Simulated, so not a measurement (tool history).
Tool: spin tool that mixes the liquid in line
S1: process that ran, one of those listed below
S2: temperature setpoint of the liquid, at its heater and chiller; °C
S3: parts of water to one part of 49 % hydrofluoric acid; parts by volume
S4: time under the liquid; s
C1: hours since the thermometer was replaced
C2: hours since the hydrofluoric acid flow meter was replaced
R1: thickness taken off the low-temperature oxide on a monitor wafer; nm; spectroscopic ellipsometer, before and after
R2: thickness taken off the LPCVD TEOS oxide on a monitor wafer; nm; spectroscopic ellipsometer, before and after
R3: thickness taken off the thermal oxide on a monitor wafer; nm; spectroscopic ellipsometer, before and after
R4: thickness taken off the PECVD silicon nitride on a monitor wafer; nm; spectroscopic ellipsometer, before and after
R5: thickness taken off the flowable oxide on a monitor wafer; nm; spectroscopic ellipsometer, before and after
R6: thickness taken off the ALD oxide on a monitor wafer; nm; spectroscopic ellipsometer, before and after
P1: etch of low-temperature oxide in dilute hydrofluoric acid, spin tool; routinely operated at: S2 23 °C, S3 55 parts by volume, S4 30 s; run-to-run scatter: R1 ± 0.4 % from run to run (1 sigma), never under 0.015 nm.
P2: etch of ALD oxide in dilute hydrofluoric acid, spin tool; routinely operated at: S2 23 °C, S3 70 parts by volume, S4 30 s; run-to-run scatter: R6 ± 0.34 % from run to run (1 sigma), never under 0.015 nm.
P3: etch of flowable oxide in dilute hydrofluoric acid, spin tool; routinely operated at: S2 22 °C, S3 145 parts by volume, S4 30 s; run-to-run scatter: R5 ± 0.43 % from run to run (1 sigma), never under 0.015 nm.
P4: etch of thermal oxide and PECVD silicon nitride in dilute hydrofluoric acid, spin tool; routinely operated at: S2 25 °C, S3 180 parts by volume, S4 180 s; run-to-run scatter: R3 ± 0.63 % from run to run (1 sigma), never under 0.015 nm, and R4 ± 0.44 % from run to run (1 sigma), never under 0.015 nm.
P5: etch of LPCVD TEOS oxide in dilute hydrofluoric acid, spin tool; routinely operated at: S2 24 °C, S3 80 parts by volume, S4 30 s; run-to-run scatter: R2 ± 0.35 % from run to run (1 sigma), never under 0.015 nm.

run,day,S1,S2,S3,S4,C1,C2,R1,R2,R3,R4,R5,R6
1,0.262,P1,23,55,30,1837.1,528.6,14.53,,,,,
2,0.438,P5,24,80,30,1841.3,532.8,,16.003,,,,
3,0.575,P4,30,180,180,1844.6,536.1,,,5.5371,6.4623,,
4,0.85,P1,26.5,55,15,1851.2,542.7,8.3914,,,,,
5,1.088,P1,23,55,30,1856.9,548.4,14.625,,,,,
6,1.262,P3,22,145,30,1861.1,552.6,,,,,4.598,
7,1.542,P1,19,55,30,1867.8,559.3,12.376,,,,,
# day 1.754: hydrofluoric acid flow meter replaced
8,1.762,P3,22,245,30,1873.1,0.3,,,,,2.4635,
9,1.942,P1,23,55,45,1877.4,4.6,21.839,,,,,
10,2.229,P1,29,55,15,1884.3,11.5,9.2786,,,,,
11,2.492,P2,23,25,30,1890.6,17.8,,,,,,42.994
12,2.779,P1,23,55,15,1897.5,24.7,7.285,,,,,
13,2.912,P2,17,70,30,1900.7,27.9,,,,,,11.247
14,3.167,P1,23,55,30,1906.8,34,14.534,,,,,
15,3.404,P2,23,70,30,1912.5,39.7,,,,,,14.553
16,3.588,P1,23,20,30,1916.9,44.1,42.088,,,,,
17,3.771,P1,23,100,30,1921.3,48.5,7.6254,,,,,
18,3.971,P1,28.5,55,30,1926.1,53.3,18.345,,,,,
19,4.133,P1,23,55,30,1930,57.2,14.587,,,,,
20,4.271,P5,24,80,15,1933.3,60.5,,7.9903,,,,
21,4.533,P3,22,145,60,1939.6,66.8,,,,,9.2287,
22,4.692,P4,25,320,180,1943.4,70.6,,,2.2448,2.6844,,
23,4.842,P2,23,70,30,1947,74.2,,,,,,14.411
24,5,P4,25,180,180,1950.8,78,,,4.6795,4.7306,,
25,5.179,P5,24,30,30,1955.1,82.3,,45.165,,,,
26,5.446,P1,23,55,30,1961.5,88.7,14.501,,,,,
27,5.629,P2,23,70,15,1965.9,93.1,,,,,,7.2388
28,5.846,P1,23,55,30,1971.1,98.3,14.578,,,,,
29,6.133,P3,17,145,30,1978,105.2,,,,,3.7791,
30,6.412,P4,25,180,295,1984.7,111.9,,,7.6311,7.7299,,
31,6.558,P5,18.5,80,30,1988.2,115.4,,12.741,,,,
32,6.696,P1,23,55,30,1991.5,118.7,14.645,,,,,
33,6.938,P1,23,55,30,1997.3,124.5,14.194,,,,,
34,7.158,P1,23,55,30,2002.6,129.8,13.988,,,,,
35,7.446,P1,23,55,30,2009.5,136.7,13.973,,,,,
36,7.633,P1,23,55,30,2014,141.2,13.81,,,,,
37,7.8,P1,23,55,30,2018,145.2,13.786,,,,,
38,7.929,P1,23,55,30,2021.1,148.3,13.727,,,,,
39,8.175,P1,23,55,30,2027,154.2,13.662,,,,,
40,8.458,P1,23,55,30,2033.8,161,13.673,,,,,
41,8.675,P1,23,55,30,2039,166.2,13.733,,,,,
42,8.846,P1,23,55,30,2043.1,170.3,13.585,,,,,

The output of P1 has drifted from where it used to be. Each of the 2 causes below, taken at the size shown beside it, accounts for the log equally well:
A: hydrofluoric acid flow below the setpoint (%) = 5.93
B: liquid colder than its thermometer reads (K) = 1.58
The gradual shift began around day 6.696.

Below are 4 check runs, each averaged over 3 wafers, with their results shown as question marks. Which of them would give clearly different results depending on which cause is behind the drift?
check 1,9.017,P5,21,80,30,,,,?,,,,
check 2,9.017,P3,17.5,145,30,,,,,,,?,
check 3,9.017,P4,25,305,180,,,,,?,?,,
check 4,9.017,P2,23,50,30,,,,,,,,?

Check results expected under each cause:
check,result,if A,if B
check 1,R2,13.227,13.245
check 2,R5,3.598,3.6159
check 3,R3,2.2266,2.2839
check 3,R4,2.6417,2.5506
check 4,R6,19.468,19.453
How far apart the two closest causes lie, in the result that separates them most: check 1 0.14 %; check 2 0.5 %; check 3 3.51 %; check 4 0.08 %
Of the check runs offered, only check 3 discriminates between the causes; the rest would read about the same regardless of which cause applies.

Here is what check 3 returned: R3 2.2941 nm; R4 2.5492 nm. Which cause is it?

The cause is B: liquid colder than its thermometer reads (K).
